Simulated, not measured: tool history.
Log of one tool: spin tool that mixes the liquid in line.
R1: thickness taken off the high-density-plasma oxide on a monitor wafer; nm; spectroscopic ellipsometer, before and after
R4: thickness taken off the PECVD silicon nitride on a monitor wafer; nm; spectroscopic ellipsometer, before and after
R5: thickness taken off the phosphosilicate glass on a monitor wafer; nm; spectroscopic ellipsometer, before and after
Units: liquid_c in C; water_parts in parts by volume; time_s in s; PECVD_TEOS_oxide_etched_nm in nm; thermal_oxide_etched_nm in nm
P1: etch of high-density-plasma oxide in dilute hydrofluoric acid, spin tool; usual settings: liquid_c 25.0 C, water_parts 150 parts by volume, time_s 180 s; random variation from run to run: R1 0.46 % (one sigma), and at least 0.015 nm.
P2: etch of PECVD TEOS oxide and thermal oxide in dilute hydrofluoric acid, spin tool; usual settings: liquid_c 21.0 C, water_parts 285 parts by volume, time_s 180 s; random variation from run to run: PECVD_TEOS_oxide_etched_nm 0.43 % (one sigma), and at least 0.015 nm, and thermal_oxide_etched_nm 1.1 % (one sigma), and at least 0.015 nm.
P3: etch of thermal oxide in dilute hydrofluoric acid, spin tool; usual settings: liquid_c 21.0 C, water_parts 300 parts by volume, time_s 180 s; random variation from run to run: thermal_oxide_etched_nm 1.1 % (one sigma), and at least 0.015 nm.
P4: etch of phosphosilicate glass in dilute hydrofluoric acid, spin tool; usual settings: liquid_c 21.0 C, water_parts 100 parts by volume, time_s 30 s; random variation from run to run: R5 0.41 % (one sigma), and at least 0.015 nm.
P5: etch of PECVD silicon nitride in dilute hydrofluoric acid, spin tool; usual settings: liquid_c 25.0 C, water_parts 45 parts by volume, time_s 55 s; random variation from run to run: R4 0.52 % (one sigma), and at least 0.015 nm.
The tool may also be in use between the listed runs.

Run 1, day 0.638: process P1, liquid_c 25.0 C, water_parts 150 parts by volume, time_s 180 s. Result: R1 7.36140 nm.
Run 2, day 1.404: process P2, liquid_c 21.0 C, water_parts 285 parts by volume, time_s 300 s. Result: PECVD_TEOS_oxide_etched_nm 13.5920 nm, thermal_oxide_etched_nm 3.8221 nm.
Run 3, day 1.929: process P1, liquid_c 29.5 C, water_parts 150 parts by volume, time_s 100 s. Result: R1 4.77500 nm.
Run 4, day 2.592: process P5, liquid_c 25.0 C, water_parts 45 parts by volume, time_s 15 s. Result: R4 1.6673 nm.
Run 5, day 3.362: process P2, liquid_c 21.0 C, water_parts 285 parts by volume, time_s 180 s. Result: PECVD_TEOS_oxide_etched_nm 8.1849 nm, thermal_oxide_etched_nm 2.2589 nm.
Run 6, day 4.129: process P5, liquid_c 25.0 C, water_parts 45 parts by volume, time_s 55 s. Result: R4 6.0455 nm.
Run 7, day 4.796: process P5, liquid_c 25.0 C, water_parts 45 parts by volume, time_s 55 s. Result: R4 6.0210 nm.
Run 8, day 5.267: process P1, liquid_c 31.0 C, water_parts 150 parts by volume, time_s 180 s. Result: R1 9.06520 nm.
Run 9, day 5.704: process P1, liquid_c 25.0 C, water_parts 150 parts by volume, time_s 180 s. Result: R1 7.26280 nm.
Run 10, day 6.204: process P1, liquid_c 29.0 C, water_parts 230 parts by volume, time_s 180 s. Result: R1 5.02650 nm.
Run 11, day 6.846: process P3, liquid_c 21.0 C, water_parts 450 parts by volume, time_s 180 s. Result: thermal_oxide_etched_nm 1.2247 nm.
Run 12, day 7.404: process P5, liquid_c 32.0 C, water_parts 45 parts by volume, time_s 55 s. Result: R4 9.5574 nm.
Run 13, day 7.775: process P2, liquid_c 21.0 C, water_parts 285 parts by volume, time_s 180 s. Result: PECVD_TEOS_oxide_etched_nm 8.1555 nm, thermal_oxide_etched_nm 2.3580 nm.
Run 14, day 8.450: process P3, liquid_c 21.0 C, water_parts 300 parts by volume, time_s 180 s. Result: thermal_oxide_etched_nm 2.1406 nm.
Run 15, day 8.854: process P4, liquid_c 17.0 C, water_parts 100 parts by volume, time_s 30 s. Result: R5 46.090 nm.
Run 16, day 9.400: process P4, liquid_c 21.0 C, water_parts 100 parts by volume, time_s 30 s. Result: R5 53.974 nm.
Run 17, day 10.038: process P1, liquid_c 25.0 C, water_parts 150 parts by volume, time_s 180 s. Result: R1 7.35950 nm.
Run 18, day 10.542: process P2, liquid_c 21.0 C, water_parts 515 parts by volume, time_s 180 s. Result: PECVD_TEOS_oxide_etched_nm 3.7493 nm, thermal_oxide_etched_nm 1.0476 nm.
Run 19, day 10.888: process P4, liquid_c 21.0 C, water_parts 155 parts by volume, time_s 30 s. Result: R5 32.788 nm.
Run 20, day 11.271: process P4, liquid_c 21.0 C, water_parts 100 parts by volume, time_s 15 s. Result: R5 26.853 nm.
Run 21, day 11.967: process P1, liquid_c 25.0 C, water_parts 65 parts by volume, time_s 180 s. Result: R1 18.78700 nm.
Run 22, day 12.746: process P1, liquid_c 28.5 C, water_parts 150 parts by volume, time_s 305 s. Result: R1 14.12600 nm.
Run 23, day 13.483: process P5, liquid_c 25.0 C, water_parts 65 parts by volume, time_s 55 s. Result: R4 4.1858 nm.
Run 24, day 14.104: process P1, liquid_c 25.0 C, water_parts 230 parts by volume, time_s 180 s. Result: R1 4.35020 nm.
Run 25, day 14.788: process P1, liquid_c 25.0 C, water_parts 150 parts by volume, time_s 180 s. Result: R1 7.21930 nm.
Run 26, day 15.267: process P1, liquid_c 25.0 C, water_parts 150 parts by volume, time_s 15 s. Result: R1 0.59819 nm.
Run 27, day 15.667: process P1, liquid_c 25.0 C, water_parts 150 parts by volume, time_s 295 s. Result: R1 12.02700 nm.
Run 28, day 16.042: process P3, liquid_c 21.0 C, water_parts 300 parts by volume, time_s 180 s. Result: thermal_oxide_etched_nm 2.1658 nm.
Run 29, day 16.675: process P1, liquid_c 20.0 C, water_parts 150 parts by volume, time_s 180 s. Result: R1 6.02990 nm.
Run 30, day 17.150: process P1, liquid_c 25.0 C, water_parts 150 parts by volume, time_s 180 s. Result: R1 7.32560 nm.
Run 31, day 17.808: process P2, liquid_c 17.0 C, water_parts 285 parts by volume, time_s 180 s. Result: PECVD_TEOS_oxide_etched_nm 7.0316 nm, thermal_oxide_etched_nm 1.9883 nm.
Run 32, day 18.325: process P3, liquid_c 29.0 C, water_parts 300 parts by volume, time_s 180 s. Result: thermal_oxide_etched_nm 2.7209 nm.
Run 33, day 18.892: process P3, liquid_c 21.0 C, water_parts 300 parts by volume, time_s 330 s. Result: thermal_oxide_etched_nm 3.8229 nm.
Run 34, day 19.421: process P1, liquid_c 25.0 C, water_parts 150 parts by volume, time_s 180 s. Result: R1 7.28900 nm.
Run 35, day 19.767: process P1, liquid_c 25.0 C, water_parts 150 parts by volume, time_s 180 s. Result: R1 7.14970 nm.
Run 36, day 20.404: process P1, liquid_c 25.0 C, water_parts 150 parts by volume, time_s 180 s. Result: R1 6.99650 nm.
Run 37, day 20.792: process P1, liquid_c 25.0 C, water_parts 150 parts by volume, time_s 180 s. Result: R1 6.90530 nm.
Run 38, day 21.517: process P1, liquid_c 25.0 C, water_parts 150 parts by volume, time_s 180 s. Result: R1 6.83640 nm.
Run 39, day 21.983: process P1, liquid_c 25.0 C, water_parts 150 parts by volume, time_s 180 s. Result: R1 6.69160 nm.
Run 40, day 22.700: process P1, liquid_c 25.0 C, water_parts 150 parts by volume, time_s 180 s. Result: R1 6.75700 nm.
Run 41, day 23.325: process P1, liquid_c 25.0 C, water_parts 150 parts by volume, time_s 180 s. Result: R1 6.69980 nm.
Run 42, day 23.929: process P1, liquid_c 25.0 C, water_parts 150 parts by volume, time_s 180 s. Result: R1 6.61640 nm.
Run 43, day 24.429: process P1, liquid_c 25.0 C, water_parts 150 parts by volume, time_s 180 s. Result: R1 6.68720 nm.

What P1 gives has crept away from where it was. These 2 causes fit the log equally well, each at the size given:
A: hydrofluoric acid flow below the setpoint (%) = 7.4
B: liquid colder than its thermometer reads (K) = 2.38
The creep began at about day 19.421.

4 check runs are offered, one wafer each, their results left as question marks. Which one tells the causes apart?
Run check 1, day 24.929: process P3, liquid_c 26.5 C, water_parts 300 parts by volume, time_s 320 s. Result: thermal_oxide_etched_nm ?.
Run check 2, day 24.929: process P5, liquid_c 25.0 C, water_parts 65 parts by volume, time_s 25 s. Result: R4 ?.
Run check 3, day 24.929: process P2, liquid_c 17.0 C, water_parts 285 parts by volume, time_s 255 s. Result: PECVD_TEOS_oxide_etched_nm ?, thermal_oxide_etched_nm ?.
Run check 4, day 24.929: process P4, liquid_c 17.0 C, water_parts 150 parts by volume, time_s 30 s. Result: R5 ?.

What each check would give under each cause:
  check                      result    if A    if B
check 1     thermal_oxide_etched_nm  4.1151  4.1976
check 2                          R4  1.7788  1.6357
check 3  PECVD_TEOS_oxide_etched_nm  9.0199  9.0547
check 3     thermal_oxide_etched_nm  2.5711  2.5810
check 4                          R5  26.536  26.264
How far apart the two closest causes lie, in the result that separates them most: check 1 1.98 %; check 2 8.39 %; check 3 0.39 %; check 4 1.03 %
Only check 2 tells the causes apart: in the others they would give nearly the same result.

Check 2 was then run and gave: R4 1.7575 nm. Which cause is it?

It is A: hydrofluoric acid flow below the setpoint (%).
